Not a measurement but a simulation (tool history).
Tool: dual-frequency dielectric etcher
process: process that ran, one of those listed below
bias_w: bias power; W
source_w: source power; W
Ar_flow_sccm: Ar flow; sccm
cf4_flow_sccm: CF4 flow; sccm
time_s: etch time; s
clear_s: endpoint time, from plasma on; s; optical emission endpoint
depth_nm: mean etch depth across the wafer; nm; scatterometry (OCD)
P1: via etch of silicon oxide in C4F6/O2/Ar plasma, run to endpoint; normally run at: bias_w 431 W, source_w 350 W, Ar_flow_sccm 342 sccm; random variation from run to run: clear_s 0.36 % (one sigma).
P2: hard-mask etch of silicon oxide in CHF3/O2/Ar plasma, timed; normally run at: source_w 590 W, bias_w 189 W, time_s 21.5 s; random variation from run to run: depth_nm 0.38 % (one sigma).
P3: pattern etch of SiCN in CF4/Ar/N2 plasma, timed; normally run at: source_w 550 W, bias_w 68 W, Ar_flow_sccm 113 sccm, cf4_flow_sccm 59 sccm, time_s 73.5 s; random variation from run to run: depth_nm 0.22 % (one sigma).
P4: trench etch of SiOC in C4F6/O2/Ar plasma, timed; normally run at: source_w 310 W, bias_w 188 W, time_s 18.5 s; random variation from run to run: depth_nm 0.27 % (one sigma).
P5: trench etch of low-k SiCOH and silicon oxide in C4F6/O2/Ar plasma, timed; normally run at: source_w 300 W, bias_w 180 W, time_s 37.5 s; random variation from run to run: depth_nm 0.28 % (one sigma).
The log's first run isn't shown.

run,hour,process,bias_w,source_w,Ar_flow_sccm,cf4_flow_sccm,time_s,clear_s,depth_nm
2,13.0,P3,86,550,113,59,73.5,,76.349
3,22.8,P5,180,300,,,37.5,,102.150
4,30.5,P3,68,550,113,59,73.5,,69.954
5,36.3,P2,189,590,,,21.5,,43.485
6,44.4,P1,431,350,342,,,16.456,
7,50.9,P2,249,590,,,21.5,,48.245
8,59.8,P4,188,310,,,10.0,,19.159
# hour 65.2: Ar flow controller replaced
9,67.1,P1,610,350,342,,,14.312,
10,75.7,P1,295,350,428,,,19.257,
11,84.6,P5,180,410,,,37.5,,115.280
12,93.3,P1,431,450,342,,,15.021,
13,101.5,P3,68,550,113,59,92.0,,87.397
14,109.0,P4,188,310,,,18.5,,35.478
15,115.5,P3,68,550,113,83,73.5,,74.079
16,124.2,P3,68,770,113,59,73.5,,94.167
17,133.3,P4,188,380,,,18.5,,38.227
18,143.4,P1,324,350,342,,,18.218,
19,149.2,P4,123,310,,,18.5,,31.090
20,159.1,P5,180,300,,,55.5,,150.940

Run 21 comes next. What will it give?
21,164.7,P2,189,590,,,30.5,,?

depth_nm: 61.577 nm
